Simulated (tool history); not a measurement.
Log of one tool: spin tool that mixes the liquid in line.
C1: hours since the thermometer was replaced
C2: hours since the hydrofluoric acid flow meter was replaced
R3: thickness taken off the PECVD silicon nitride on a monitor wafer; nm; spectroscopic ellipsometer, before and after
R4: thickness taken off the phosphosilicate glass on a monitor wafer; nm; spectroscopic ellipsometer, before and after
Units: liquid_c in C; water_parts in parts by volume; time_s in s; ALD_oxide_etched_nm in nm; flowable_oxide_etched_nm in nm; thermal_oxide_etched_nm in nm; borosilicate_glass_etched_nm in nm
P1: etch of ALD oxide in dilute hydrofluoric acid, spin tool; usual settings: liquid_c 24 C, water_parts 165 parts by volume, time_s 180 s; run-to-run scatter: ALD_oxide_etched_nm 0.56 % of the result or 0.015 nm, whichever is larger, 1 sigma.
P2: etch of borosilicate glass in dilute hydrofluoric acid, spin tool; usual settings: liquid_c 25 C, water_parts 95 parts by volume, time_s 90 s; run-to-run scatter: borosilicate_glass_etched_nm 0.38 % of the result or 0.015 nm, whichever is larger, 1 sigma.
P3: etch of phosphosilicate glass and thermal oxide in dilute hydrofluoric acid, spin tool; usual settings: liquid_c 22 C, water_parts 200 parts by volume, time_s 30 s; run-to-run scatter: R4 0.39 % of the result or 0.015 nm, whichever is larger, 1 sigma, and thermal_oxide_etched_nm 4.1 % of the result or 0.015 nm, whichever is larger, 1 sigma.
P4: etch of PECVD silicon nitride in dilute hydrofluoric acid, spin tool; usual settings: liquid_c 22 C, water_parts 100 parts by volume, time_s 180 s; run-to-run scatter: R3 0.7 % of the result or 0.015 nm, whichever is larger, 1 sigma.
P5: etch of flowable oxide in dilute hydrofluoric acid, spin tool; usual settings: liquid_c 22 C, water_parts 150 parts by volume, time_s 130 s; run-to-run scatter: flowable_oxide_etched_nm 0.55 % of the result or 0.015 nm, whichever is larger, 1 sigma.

{"run": 1, "day": 0.4, "process": "P1", "liquid_c": 24, "water_parts": 165, "time_s": 180, "C1": 1193.1, "C2": 176.1, "ALD_oxide_etched_nm": 12.724}
{"run": 2, "day": 0.675, "process": "P1", "liquid_c": 17, "water_parts": 165, "time_s": 180, "C1": 1199.7, "C2": 182.7, "ALD_oxide_etched_nm": 9.6332}
{"run": 3, "day": 1.092, "process": "P5", "liquid_c": 22, "water_parts": 150, "time_s": 60, "C1": 1209.7, "C2": 192.7, "flowable_oxide_etched_nm": 18.428}
{"day": 1.346, "done": "hydrofluoric acid flow meter replaced"}
{"run": 4, "day": 1.392, "process": "P1", "liquid_c": 24, "water_parts": 80, "time_s": 180, "C1": 1216.9, "C2": 1.1, "ALD_oxide_etched_nm": 28.783}
{"run": 5, "day": 1.729, "process": "P1", "liquid_c": 24, "water_parts": 165, "time_s": 330, "C1": 1225, "C2": 9.2, "ALD_oxide_etched_nm": 23.477}
{"run": 6, "day": 2.175, "process": "P4", "liquid_c": 28.5, "water_parts": 100, "time_s": 180, "C1": 1235.7, "C2": 19.9, "R3": 5.3836}
{"run": 7, "day": 2.479, "process": "P1", "liquid_c": 24, "water_parts": 100, "time_s": 310, "C1": 1243, "C2": 27.2, "ALD_oxide_etched_nm": 38.596}
{"run": 8, "day": 2.762, "process": "P1", "liquid_c": 24, "water_parts": 165, "time_s": 180, "C1": 1249.8, "C2": 34, "ALD_oxide_etched_nm": 12.852}
{"run": 9, "day": 3.217, "process": "P3", "liquid_c": 22, "water_parts": 200, "time_s": 30, "C1": 1260.7, "C2": 44.9, "R4": 15.058, "thermal_oxide_etched_nm": 0.53015}
{"run": 10, "day": 3.429, "process": "P1", "liquid_c": 24, "water_parts": 165, "time_s": 95, "C1": 1265.8, "C2": 50, "ALD_oxide_etched_nm": 6.7026}
{"run": 11, "day": 3.742, "process": "P1", "liquid_c": 24, "water_parts": 165, "time_s": 180, "C1": 1273.3, "C2": 57.5, "ALD_oxide_etched_nm": 12.728}
{"run": 12, "day": 4.146, "process": "P3", "liquid_c": 28.5, "water_parts": 200, "time_s": 30, "C1": 1283, "C2": 67.2, "R4": 19.091, "thermal_oxide_etched_nm": 0.71251}
{"run": 13, "day": 4.433, "process": "P1", "liquid_c": 24, "water_parts": 255, "time_s": 180, "C1": 1289.9, "C2": 74.1, "ALD_oxide_etched_nm": 7.531}
{"run": 14, "day": 4.842, "process": "P5", "liquid_c": 22, "water_parts": 150, "time_s": 130, "C1": 1299.7, "C2": 83.9, "flowable_oxide_etched_nm": 40.273}
{"run": 15, "day": 5.225, "process": "P5", "liquid_c": 18, "water_parts": 150, "time_s": 130, "C1": 1308.9, "C2": 93.1, "flowable_oxide_etched_nm": 33.876}
{"run": 16, "day": 5.617, "process": "P1", "liquid_c": 24, "water_parts": 165, "time_s": 180, "C1": 1318.3, "C2": 102.5, "ALD_oxide_etched_nm": 12.904}
{"run": 17, "day": 6.071, "process": "P1", "liquid_c": 27.5, "water_parts": 165, "time_s": 180, "C1": 1329.2, "C2": 113.4, "ALD_oxide_etched_nm": 14.578}
{"run": 18, "day": 6.479, "process": "P2", "liquid_c": 25, "water_parts": 95, "time_s": 90, "C1": 1339, "C2": 123.2, "borosilicate_glass_etched_nm": 21.887}
{"run": 19, "day": 6.75, "process": "P3", "liquid_c": 22, "water_parts": 200, "time_s": 30, "C1": 1345.5, "C2": 129.7, "R4": 15.093, "thermal_oxide_etched_nm": 0.57314}
{"run": 20, "day": 7.179, "process": "P2", "liquid_c": 25, "water_parts": 95, "time_s": 90, "C1": 1355.8, "C2": 140, "borosilicate_glass_etched_nm": 21.971}
{"run": 21, "day": 7.612, "process": "P3", "liquid_c": 22, "water_parts": 310, "time_s": 30, "C1": 1366.2, "C2": 150.4, "R4": 8.7813, "thermal_oxide_etched_nm": 0.31586}
{"run": 22, "day": 8.008, "process": "P2", "liquid_c": 25, "water_parts": 95, "time_s": 40, "C1": 1375.7, "C2": 159.9, "borosilicate_glass_etched_nm": 9.7381}
{"run": 23, "day": 8.308, "process": "P1", "liquid_c": 24, "water_parts": 165, "time_s": 180, "C1": 1382.9, "C2": 167.1, "ALD_oxide_etched_nm": 12.609}
{"run": 24, "day": 8.525, "process": "P2", "liquid_c": 25, "water_parts": 35, "time_s": 90, "C1": 1388.1, "C2": 172.3, "borosilicate_glass_etched_nm": 64.669}
{"run": 25, "day": 8.862, "process": "P1", "liquid_c": 24, "water_parts": 165, "time_s": 180, "C1": 1396.2, "C2": 180.4, "ALD_oxide_etched_nm": 12.675}
{"run": 26, "day": 9.25, "process": "P4", "liquid_c": 22, "water_parts": 100, "time_s": 180, "C1": 1405.5, "C2": 189.7, "R3": 3.5905}
{"run": 27, "day": 9.458, "process": "P3", "liquid_c": 22, "water_parts": 200, "time_s": 15, "C1": 1410.5, "C2": 194.7, "R4": 7.614, "thermal_oxide_etched_nm": 0.28882}
{"run": 28, "day": 9.771, "process": "P4", "liquid_c": 22, "water_parts": 100, "time_s": 95, "C1": 1418, "C2": 202.2, "R3": 1.8525}
{"run": 29, "day": 10.008, "process": "P4", "liquid_c": 22, "water_parts": 50, "time_s": 180, "C1": 1423.7, "C2": 207.9, "R3": 6.9597}
{"run": 30, "day": 10.375, "process": "P5", "liquid_c": 22, "water_parts": 235, "time_s": 130, "C1": 1432.5, "C2": 216.7, "flowable_oxide_etched_nm": 23.274}
{"run": 31, "day": 10.579, "process": "P2", "liquid_c": 31.5, "water_parts": 95, "time_s": 90, "C1": 1437.4, "C2": 221.6, "borosilicate_glass_etched_nm": 28.135}
{"run": 32, "day": 10.996, "process": "P1", "liquid_c": 24, "water_parts": 165, "time_s": 180, "C1": 1447.4, "C2": 231.6, "ALD_oxide_etched_nm": 12.675}
{"run": 33, "day": 11.433, "process": "P1", "liquid_c": 24, "water_parts": 165, "time_s": 180, "C1": 1457.9, "C2": 242.1, "ALD_oxide_etched_nm": 12.317}
{"run": 34, "day": 11.792, "process": "P1", "liquid_c": 24, "water_parts": 165, "time_s": 180, "C1": 1466.5, "C2": 250.7, "ALD_oxide_etched_nm": 11.941}
{"run": 35, "day": 12.188, "process": "P1", "liquid_c": 24, "water_parts": 165, "time_s": 180, "C1": 1476, "C2": 260.2, "ALD_oxide_etched_nm": 11.748}
{"run": 36, "day": 12.512, "process": "P1", "liquid_c": 24, "water_parts": 165, "time_s": 180, "C1": 1483.8, "C2": 268, "ALD_oxide_etched_nm": 11.881}
{"run": 37, "day": 12.821, "process": "P1", "liquid_c": 24, "water_parts": 165, "time_s": 180, "C1": 1491.2, "C2": 275.4, "ALD_oxide_etched_nm": 11.72}
{"run": 38, "day": 13.158, "process": "P1", "liquid_c": 24, "water_parts": 165, "time_s": 180, "C1": 1499.3, "C2": 283.5, "ALD_oxide_etched_nm": 11.719}
{"run": 39, "day": 13.562, "process": "P1", "liquid_c": 24, "water_parts": 165, "time_s": 180, "C1": 1509, "C2": 293.2, "ALD_oxide_etched_nm": 11.709}
{"run": 40, "day": 13.912, "process": "P1", "liquid_c": 24, "water_parts": 165, "time_s": 180, "C1": 1517.4, "C2": 301.6, "ALD_oxide_etched_nm": 11.475}
{"run": 41, "day": 14.129, "process": "P1", "liquid_c": 24, "water_parts": 165, "time_s": 180, "C1": 1522.6, "C2": 306.8, "ALD_oxide_etched_nm": 11.664}
{"run": 42, "day": 14.442, "process": "P1", "liquid_c": 24, "water_parts": 165, "time_s": 180, "C1": 1530.1, "C2": 314.3, "ALD_oxide_etched_nm": 11.551}

What P1 gives has crept away from where it was. These 2 causes fit the log equally well, each at the size given:
A: liquid colder than its thermometer reads (K) = 2.42
B: hydrofluoric acid flow below the setpoint (%) = 7.49
The creep began at about day 10.996.

4 check runs are offered, one wafer each, their results left as question marks. Which one tells the causes apart?
{"run": "check 1", "day": 14.754, "process": "P4", "liquid_c": 28, "water_parts": 100, "time_s": 105, "R3": "?"}
{"run": "check 2", "day": 14.754, "process": "P2", "liquid_c": 30, "water_parts": 95, "time_s": 90, "borosilicate_glass_etched_nm": "?"}
{"run": "check 3", "day": 14.754, "process": "P3", "liquid_c": 25.5, "water_parts": 200, "time_s": 15, "R4": "?", "thermal_oxide_etched_nm": "?"}
{"run": "check 4", "day": 14.754, "process": "P5", "liquid_c": 22, "water_parts": 220, "time_s": 130, "flowable_oxide_etched_nm": "?"}

What each check would give under each cause:
check=check_1 result=R3 if_A=2.6099 if_B=2.8217
check=check_2 result=borosilicate_glass_etched_nm if_A=24.295 if_B=24.378
check=check_3 result=R4 if_A=7.8597 if_B=7.8086
check=check_3 result=thermal_oxide_etched_nm if_A=0.28949 if_B=0.2876
check=check_4 result=flowable_oxide_etched_nm if_A=23.172 if_B=23.078
How far apart the two closest causes lie, in the result that separates them most: check 1 7.8 %; check 2 0.34 %; check 3 0.65 %; check 4 0.4 %
Check 1 tells the causes apart: in the others they would give nearly the same result.

Then check 1 was run and gave: R3 2.8637 nm. Which cause is it?

It is B: hydrofluoric acid flow below the setpoint (%).
